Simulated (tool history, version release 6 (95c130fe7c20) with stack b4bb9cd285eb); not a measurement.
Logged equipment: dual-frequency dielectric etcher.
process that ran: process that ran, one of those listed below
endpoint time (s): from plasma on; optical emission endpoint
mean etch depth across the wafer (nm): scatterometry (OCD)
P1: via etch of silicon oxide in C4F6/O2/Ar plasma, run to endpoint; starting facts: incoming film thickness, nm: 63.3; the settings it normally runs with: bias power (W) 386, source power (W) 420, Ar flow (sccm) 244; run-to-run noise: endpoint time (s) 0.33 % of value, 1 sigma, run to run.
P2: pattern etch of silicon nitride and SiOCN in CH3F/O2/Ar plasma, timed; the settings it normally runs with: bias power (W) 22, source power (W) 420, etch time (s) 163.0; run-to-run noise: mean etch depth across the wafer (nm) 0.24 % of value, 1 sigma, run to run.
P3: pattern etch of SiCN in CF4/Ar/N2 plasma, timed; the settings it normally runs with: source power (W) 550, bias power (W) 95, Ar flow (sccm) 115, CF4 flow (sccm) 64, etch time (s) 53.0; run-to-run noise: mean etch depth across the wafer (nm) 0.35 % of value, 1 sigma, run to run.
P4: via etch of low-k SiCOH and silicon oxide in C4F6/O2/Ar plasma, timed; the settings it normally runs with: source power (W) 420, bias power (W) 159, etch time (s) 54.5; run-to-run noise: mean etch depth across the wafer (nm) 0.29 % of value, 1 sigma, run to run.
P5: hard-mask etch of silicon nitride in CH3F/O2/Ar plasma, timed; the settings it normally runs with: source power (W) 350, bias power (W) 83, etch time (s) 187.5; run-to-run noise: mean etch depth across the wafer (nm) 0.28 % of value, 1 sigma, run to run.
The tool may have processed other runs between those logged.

run,hour,process that ran,bias power (W),source power (W),Ar flow (sccm),etch time (s),CF4 flow (sccm),endpoint time (s),mean etch depth across the wafer (nm)
1,12.6,P1,386,420,244,,,14.632,
2,21.5,P2,22,420,,217.5,,,29.361
3,27.5,P1,386,290,244,,,16.793,
4,35.4,P3,65,550,115,53.0,64,,51.862
5,43.8,P3,95,550,115,53.0,64,,59.269
6,50.4,P4,107,420,,54.5,,,132.780
7,61.1,P3,95,550,158,53.0,64,,56.219
8,71.2,P1,386,420,244,,,14.539,
9,80.8,P5,83,350,,103.0,,,74.239
10,90.2,P4,159,420,,39.5,,,108.580
11,98.9,P4,159,420,,54.5,,,149.430
12,107.4,P3,95,550,115,40.5,64,,45.162
13,119.3,P4,159,420,,54.5,,,149.390
14,128.8,P5,100,350,,187.5,,,145.080
15,135.1,P1,386,500,244,,,13.695,
16,145.0,P2,22,570,,163.0,,,24.499
17,153.9,P5,83,460,,187.5,,,149.060
18,163.1,P1,507,340,244,,,14.245,
19,168.8,P1,386,420,315,,,14.929,
20,176.8,P1,386,420,194,,,14.224,
21,184.6,P4,159,330,,54.5,,,136.090
22,193.4,P2,12,420,,163.0,,,17.189
23,201.0,P3,95,680,115,53.0,64,,70.663
24,210.2,P1,386,420,244,,,14.627,
25,217.5,P2,22,420,,163.0,,,21.975
26,230.4,P5,83,350,,187.5,,,134.770
27,238.9,P1,299,420,244,,,15.962,
28,249.9,P1,386,420,244,,,14.565,
29,260.1,P3,95,550,115,53.0,90,,62.260
30,268.8,P1,490,420,244,,,13.294,
31,279.3,P1,386,420,244,,,14.637,
32,291.0,P1,386,420,244,,,14.711,
33,303.8,P1,386,420,244,,,14.886,
34,313.8,P1,386,420,244,,,14.775,
# hour 318.5: wet clean of the chamber
35,322.3,P1,386,420,244,,,14.768,
36,333.5,P1,386,420,244,,,14.811,
37,341.1,P1,386,420,244,,,14.882,
# hour 345.0: Ar flow controller replaced
38,352.8,P1,386,420,244,,,14.856,
39,359.3,P1,386,420,244,,,14.831,
40,370.9,P1,386,420,244,,,14.764,

P1 no longer gives what it gave before; its output has crept away from where it was. The following 2 causes, each at its listed size, fit the log equally well:
A: bias power that arrives under what is set, % = 4.55
B: source power that arrives under what is set, % = 4.36
At approximately hour 279.3, the process output began to creep.
The rest of the possible causes, and what rules out each one:
chamber walls in a state that lowers the etch rate, %: maintenance at hour 318.5, after the shift began, did not return the process to its former output
Ar flow that arrives over what is set, %: maintenance at hour 345.0, after the shift began, did not return the process to its former output

Of the 4 check runs below, each run on 2 wafers with the results averaged and each result still a question mark, which one would tell the listed causes apart?
check 1,382.5,P2,13,550,,163.0,,,?
check 2,382.5,P5,83,350,,118.5,,,?
check 3,382.5,P4,125,420,,54.5,,,?
check 4,382.5,P3,72,550,115,53.0,64,,?

Expected result of each check under each candidate cause:
check,result,if A,if B
check 1,mean etch depth across the wafer (nm),19.217,19.232
check 2,mean etch depth across the wafer (nm),83.782,83.771
check 3,mean etch depth across the wafer (nm),137.320,136.710
check 4,mean etch depth across the wafer (nm),52.519,51.345
Per-check spread between the two closest causes, in the result where they differ most: check 1 0.08 %; check 2 0.01 %; check 3 0.44 %; check 4 2.26 %
The causes can be told apart only by check 4. The other checks would give nearly the same results under each of them.

After running check 4, the following was obtained: mean etch depth across the wafer (nm) 52.539. Which cause does this point to?

It was cause A: bias power that arrives under what is set, %.
